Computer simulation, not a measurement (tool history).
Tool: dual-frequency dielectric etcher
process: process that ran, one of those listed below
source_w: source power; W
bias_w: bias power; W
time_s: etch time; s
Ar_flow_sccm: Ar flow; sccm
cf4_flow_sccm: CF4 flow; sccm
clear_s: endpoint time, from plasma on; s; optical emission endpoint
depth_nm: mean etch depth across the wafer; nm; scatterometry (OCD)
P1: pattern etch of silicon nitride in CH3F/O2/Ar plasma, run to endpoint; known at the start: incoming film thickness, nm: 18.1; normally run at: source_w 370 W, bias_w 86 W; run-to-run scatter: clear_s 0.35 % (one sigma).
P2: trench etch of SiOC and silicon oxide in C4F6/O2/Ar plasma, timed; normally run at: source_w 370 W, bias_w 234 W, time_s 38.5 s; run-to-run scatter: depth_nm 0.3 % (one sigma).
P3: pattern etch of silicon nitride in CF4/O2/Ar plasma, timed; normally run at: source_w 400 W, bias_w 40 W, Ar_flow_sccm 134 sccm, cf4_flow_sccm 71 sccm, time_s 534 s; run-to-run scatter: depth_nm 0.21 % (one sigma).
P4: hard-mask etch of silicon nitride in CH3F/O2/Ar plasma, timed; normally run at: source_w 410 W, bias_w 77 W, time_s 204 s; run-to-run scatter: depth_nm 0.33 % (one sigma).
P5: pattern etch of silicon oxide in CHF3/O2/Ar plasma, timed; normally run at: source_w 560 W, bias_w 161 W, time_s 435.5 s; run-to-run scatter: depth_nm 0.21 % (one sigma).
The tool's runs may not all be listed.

Run 1, day 0.308: process P1, source_w 370 W, bias_w 86 W. Result: clear_s 25.935 s.
Run 2, day 0.904: process P5, source_w 340 W, bias_w 161 W, time_s 435.5 s. Result: depth_nm 654.25 nm.
Run 3, day 1.533: process P3, source_w 400 W, bias_w 40 W, time_s 534 s, Ar_flow_sccm 134 sccm, cf4_flow_sccm 71 sccm. Result: depth_nm 721.43 nm.
Run 4, day 2.025: process P3, source_w 400 W, bias_w 40 W, time_s 534 s, Ar_flow_sccm 134 sccm, cf4_flow_sccm 96 sccm. Result: depth_nm 754.02 nm.
Run 5, day 2.546: process P2, source_w 370 W, bias_w 161 W, time_s 38.5 s. Result: depth_nm 70.017 nm.
Run 6, day 3.2: process P1, source_w 370 W, bias_w 86 W. Result: clear_s 25.711 s.
Run 7, day 3.708: process P1, source_w 220 W, bias_w 86 W. Result: clear_s 31.401 s.
Run 8, day 4.408: process P3, source_w 400 W, bias_w 40 W, time_s 703 s, Ar_flow_sccm 134 sccm, cf4_flow_sccm 71 sccm. Result: depth_nm 948.93 nm.
Run 9, day 4.904: process P2, source_w 450 W, bias_w 234 W, time_s 38.5 s. Result: depth_nm 85.215 nm.
Run 10, day 5.471: process P1, source_w 470 W, bias_w 86 W. Result: clear_s 23.665 s.
Run 11, day 6.033: process P1, source_w 370 W, bias_w 110 W. Result: clear_s 23.572 s.
Run 12, day 6.383: process P4, source_w 570 W, bias_w 77 W, time_s 204 s. Result: depth_nm 166.96 nm.
Run 13, day 6.983: process P4, source_w 410 W, bias_w 77 W, time_s 204 s. Result: depth_nm 147.1 nm.
Run 14, day 7.508: process P4, source_w 410 W, bias_w 77 W, time_s 204 s. Result: depth_nm 145.94 nm.
Run 15, day 7.883: process P4, source_w 410 W, bias_w 105 W, time_s 204 s. Result: depth_nm 163.66 nm.
Run 16, day 8.546: process P1, source_w 370 W, bias_w 67 W. Result: clear_s 28.114 s.
Run 17, day 8.879: process P4, source_w 410 W, bias_w 77 W, time_s 288 s. Result: depth_nm 206.76 nm.
Run 18, day 9.558: process P5, source_w 560 W, bias_w 161 W, time_s 542.5 s. Result: depth_nm 985.87 nm.
Run 19, day 10.104: process P1, source_w 370 W, bias_w 86 W. Result: clear_s 25.763 s.
Run 20, day 10.408: process P3, source_w 400 W, bias_w 28 W, time_s 534 s, Ar_flow_sccm 134 sccm, cf4_flow_sccm 71 sccm. Result: depth_nm 629.52 nm.
Run 21, day 11.067: process P1, source_w 370 W, bias_w 86 W. Result: clear_s 25.896 s.
Run 22, day 11.592: process P3, source_w 260 W, bias_w 40 W, time_s 534 s, Ar_flow_sccm 134 sccm, cf4_flow_sccm 71 sccm. Result: depth_nm 498.16 nm.
Run 23, day 12.25: process P3, source_w 400 W, bias_w 40 W, time_s 534 s, Ar_flow_sccm 134 sccm, cf4_flow_sccm 71 sccm. Result: depth_nm 718.58 nm.
Run 24, day 12.675: process P2, source_w 370 W, bias_w 234 W, time_s 38.5 s. Result: depth_nm 78.945 nm.
Run 25, day 13.242: process P1, source_w 460 W, bias_w 108 W. Result: clear_s 22.042 s.
Run 26, day 13.558: process P3, source_w 400 W, bias_w 40 W, time_s 534 s, Ar_flow_sccm 184 sccm, cf4_flow_sccm 71 sccm. Result: depth_nm 684.47 nm.
Run 27, day 14.158: process P1, source_w 250 W, bias_w 100 W. Result: clear_s 28.154 s.
Run 28, day 14.688: process P2, source_w 370 W, bias_w 234 W, time_s 22.5 s. Result: depth_nm 46.122 nm.
Run 29, day 15.125: process P5, source_w 560 W, bias_w 222 W, time_s 435.5 s. Result: depth_nm 879.29 nm.
Run 30, day 15.817: process P5, source_w 560 W, bias_w 161 W, time_s 435.5 s. Result: depth_nm 791.6 nm.
Run 31, day 16.175: process P5, source_w 560 W, bias_w 161 W, time_s 435.5 s. Result: depth_nm 788.53 nm.
Run 32, day 16.854: process P1, source_w 370 W, bias_w 86 W. Result: clear_s 25.882 s.
Run 33, day 17.296: process P1, source_w 370 W, bias_w 86 W. Result: clear_s 25.574 s.
Run 34, day 17.946: process P1, source_w 370 W, bias_w 86 W. Result: clear_s 25.484 s.
At day 18.125: wet clean of the chamber.
Run 35, day 18.433: process P1, source_w 370 W, bias_w 86 W. Result: clear_s 25.447 s.
Run 36, day 18.996: process P1, source_w 370 W, bias_w 86 W. Result: clear_s 25.5 s.
Run 37, day 19.325: process P1, source_w 370 W, bias_w 86 W. Result: clear_s 25.166 s.
Run 38, day 19.804: process P1, source_w 370 W, bias_w 86 W. Result: clear_s 25.441 s.
Run 39, day 20.3: process P1, source_w 370 W, bias_w 86 W. Result: clear_s 25.247 s.

What P1 gives has crept away from where it was. These 2 causes fit the log equally well, each at the size given:
A: bias power that arrives over what is set, % = 4.97
B: source power that arrives over what is set, % = 4.76
The creep began at about day 16.854.
Why every other cause is out:
chamber walls in a state that raises the etch rate, %: serviced at day 18.125, which brought nothing back

4 check runs are offered, one wafer each, their results left as question marks. Which one tells the causes apart?
Run check 1, day 20.796: process P3, source_w 400 W, bias_w 40 W, time_s 534 s, Ar_flow_sccm 134 sccm, cf4_flow_sccm 71 sccm. Result: depth_nm ?.
Run check 2, day 20.796: process P2, source_w 370 W, bias_w 234 W, time_s 38.5 s. Result: depth_nm ?.
Run check 3, day 20.796: process P5, source_w 560 W, bias_w 161 W, time_s 435.5 s. Result: depth_nm ?.
Run check 4, day 20.796: process P4, source_w 410 W, bias_w 77 W, time_s 204 s. Result: depth_nm ?.

What each check would give under each cause:
  check    result    if A    if B
check 1  depth_nm  734.36  749.79
check 2  depth_nm   80.28  80.396
check 3  depth_nm  803.64  805.08
check 4  depth_nm  149.46  149.55
How far apart the two closest causes lie, in the result that separates them most: check 1 2.08 %; check 2 0.14 %; check 3 0.18 %; check 4 0.06 %
Check 1 tells the causes apart: in the others they would give nearly the same result.

Then check 1 was run and gave: depth_nm 747.67 nm. Which cause is it?

It is B: source power that arrives over what is set, %.

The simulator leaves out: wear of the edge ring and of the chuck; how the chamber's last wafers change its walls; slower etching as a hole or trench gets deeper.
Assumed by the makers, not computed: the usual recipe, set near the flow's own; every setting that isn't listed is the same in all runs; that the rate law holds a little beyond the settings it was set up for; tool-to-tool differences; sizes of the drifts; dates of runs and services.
